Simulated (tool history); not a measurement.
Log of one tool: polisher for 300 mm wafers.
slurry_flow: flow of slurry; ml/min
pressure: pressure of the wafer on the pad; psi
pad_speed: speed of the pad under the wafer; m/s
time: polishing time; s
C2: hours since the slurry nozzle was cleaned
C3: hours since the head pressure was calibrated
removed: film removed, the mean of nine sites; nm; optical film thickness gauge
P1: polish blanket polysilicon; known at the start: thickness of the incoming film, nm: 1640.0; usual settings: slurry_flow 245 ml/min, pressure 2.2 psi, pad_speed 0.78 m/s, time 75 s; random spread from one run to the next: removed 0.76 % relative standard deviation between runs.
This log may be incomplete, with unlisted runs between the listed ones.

run 1 hour=9.8 | slurry_flow=245 pressure=2.2 pad_speed=0.78 time=75 | wafers_polished_on_this_pad=847 C2=457.2 C3=650.5 | removed=316.83
run 2 hour=23.7 | slurry_flow=245 pressure=2.2 pad_speed=0.78 time=108 | wafers_polished_on_this_pad=993 C2=471.1 C3=664.4 | removed=449.52
run 3 hour=30.6 | slurry_flow=245 pressure=2.2 pad_speed=0.78 time=75 | wafers_polished_on_this_pad=1065 C2=478 C3=671.3 | removed=317.37
run 4 hour=44.3 | slurry_flow=245 pressure=1.3 pad_speed=0.78 time=75 | wafers_polished_on_this_pad=1209 C2=491.7 C3=685 | removed=184.73
run 5 hour=55.3 | slurry_flow=245 pressure=3.3 pad_speed=0.78 time=75 | wafers_polished_on_this_pad=1324 C2=502.7 C3=696 | removed=478.94
run 6 hour=63.9 | slurry_flow=145 pressure=2.2 pad_speed=0.78 time=75 | wafers_polished_on_this_pad=1414 C2=511.3 C3=704.6 | removed=294.92
run 7 hour=70.6 | slurry_flow=365 pressure=2.2 pad_speed=0.78 time=75 | wafers_polished_on_this_pad=1485 C2=518 C3=711.3 | removed=325.75
run 8 hour=79.3 | slurry_flow=245 pressure=2.2 pad_speed=0.36 time=75 | wafers_polished_on_this_pad=1576 C2=526.7 C3=720 | removed=146.8
run 9 hour=92.6 | slurry_flow=245 pressure=2.2 pad_speed=0.78 time=75 | wafers_polished_on_this_pad=1716 C2=540 C3=733.3 | removed=313.44
run 10 hour=104 | slurry_flow=245 pressure=2.2 pad_speed=0.78 time=49 | wafers_polished_on_this_pad=1835 C2=551.4 C3=744.7 | removed=207.29
run 11 hour=111.9 | slurry_flow=245 pressure=2.2 pad_speed=0.78 time=75 | wafers_polished_on_this_pad=1918 C2=559.3 C3=752.6 | removed=314.36
run 12 hour=120.1 | slurry_flow=245 pressure=1.1 pad_speed=0.78 time=50 | wafers_polished_on_this_pad=2004 C2=567.5 C3=760.8 | removed=105.6
run 13 hour=128 | slurry_flow=245 pressure=2.2 pad_speed=1.12 time=75 | wafers_polished_on_this_pad=2087 C2=575.4 C3=768.7 | removed=452.49
run 14 hour=138.4 | slurry_flow=245 pressure=3.3 pad_speed=1.12 time=75 | wafers_polished_on_this_pad=2196 C2=585.8 C3=779.1 | removed=693.53
run 15 hour=151.4 | slurry_flow=245 pressure=2.2 pad_speed=0.78 time=75 | wafers_polished_on_this_pad=2332 C2=598.8 C3=792.1 | removed=318.35
run 16 hour=166 | slurry_flow=245 pressure=2.2 pad_speed=0.78 time=75 | wafers_polished_on_this_pad=2486 C2=613.4 C3=806.7 | removed=319.37
run 17 hour=176.8 | slurry_flow=245 pressure=2.2 pad_speed=0.78 time=75 | wafers_polished_on_this_pad=2599 C2=624.2 C3=817.5 | removed=316.85
run 18 hour=189.1 | slurry_flow=245 pressure=2.2 pad_speed=0.78 time=75 | wafers_polished_on_this_pad=2728 C2=636.5 C3=829.8 | removed=309.89
run 19 hour=201.5 | slurry_flow=245 pressure=2.2 pad_speed=0.78 time=75 | wafers_polished_on_this_pad=2858 C2=648.9 C3=842.2 | removed=304.69
run 20 hour=210.2 | slurry_flow=245 pressure=2.2 pad_speed=0.78 time=75 | wafers_polished_on_this_pad=2949 C2=657.6 C3=850.9 | removed=309.53
run 21 hour=220 | slurry_flow=245 pressure=2.2 pad_speed=0.78 time=75 | wafers_polished_on_this_pad=3052 C2=667.4 C3=860.7 | removed=307.06
run 22 hour=228.4 | slurry_flow=245 pressure=2.2 pad_speed=0.78 time=75 | wafers_polished_on_this_pad=3140 C2=675.8 C3=869.1 | removed=299.86
-- hour=233.5 head pressure recalibrated
run 23 hour=238.6 | slurry_flow=245 pressure=2.2 pad_speed=0.78 time=75 | wafers_polished_on_this_pad=3247 C2=686 C3=5.1 | removed=303.34
run 24 hour=251.6 | slurry_flow=245 pressure=2.2 pad_speed=0.78 time=75 | wafers_polished_on_this_pad=3384 C2=699 C3=18.1 | removed=298.71
run 25 hour=261.3 | slurry_flow=245 pressure=2.2 pad_speed=0.78 time=75 | wafers_polished_on_this_pad=3486 C2=708.7 C3=27.8 | removed=299.26
run 26 hour=271.9 | slurry_flow=245 pressure=2.2 pad_speed=0.78 time=75 | wafers_polished_on_this_pad=3597 C2=719.3 C3=38.4 | removed=294.37
run 27 hour=282.5 | slurry_flow=245 pressure=2.2 pad_speed=0.78 time=75 | wafers_polished_on_this_pad=3708 C2=729.9 C3=49 | removed=302.71

Something has made what P1 gives creep away from where it was; the 2 causes below, each at its own stated size, fit the log equally well:
A: removal rate lost through wear of the pad, % = 5.18
B: slurry flow missing at the pad, % = 33.2
The gradual shift began around hour 176.8.
What rules out each remaining cause:
head's pressure below its setpoint, %: was serviced at hour 233.5, once the creep was under way, yet the earlier output never came back

Of the 4 check runs below, each run on 3 wafers with the results averaged and each result still a question mark, which one would tell the listed causes apart?
run check 1 hour=293.1 | slurry_flow=245 pressure=2.2 pad_speed=0.56 time=75 | removed=?
run check 2 hour=293.1 | slurry_flow=245 pressure=3.3 pad_speed=0.78 time=75 | removed=?
run check 3 hour=293.1 | slurry_flow=145 pressure=2.8 pad_speed=0.78 time=75 | removed=?
run check 4 hour=293.1 | slurry_flow=245 pressure=3.2 pad_speed=0.78 time=75 | removed=?

What every check run would give for each of its results, assuming each possible cause in turn:
check=check_1 result=removed if_A=215.22 if_B=215.25
check=check_2 result=removed if_A=449.66 if_B=449.71
check=check_3 result=removed if_A=354.56 if_B=343.09
check=check_4 result=removed if_A=436.04 if_B=436.09
Per-check spread between the two closest causes, in the result where they differ most: check 1 0.01 %; check 2 0.01 %; check 3 3.29 %; check 4 0.01 %
Check 3 tells the causes apart: in the others they would give nearly the same result.

Check 3 was carried out, with these results: removed 343.08 nm. Which of the listed causes is responsible?

B is the cause: slurry flow missing at the pad, %.
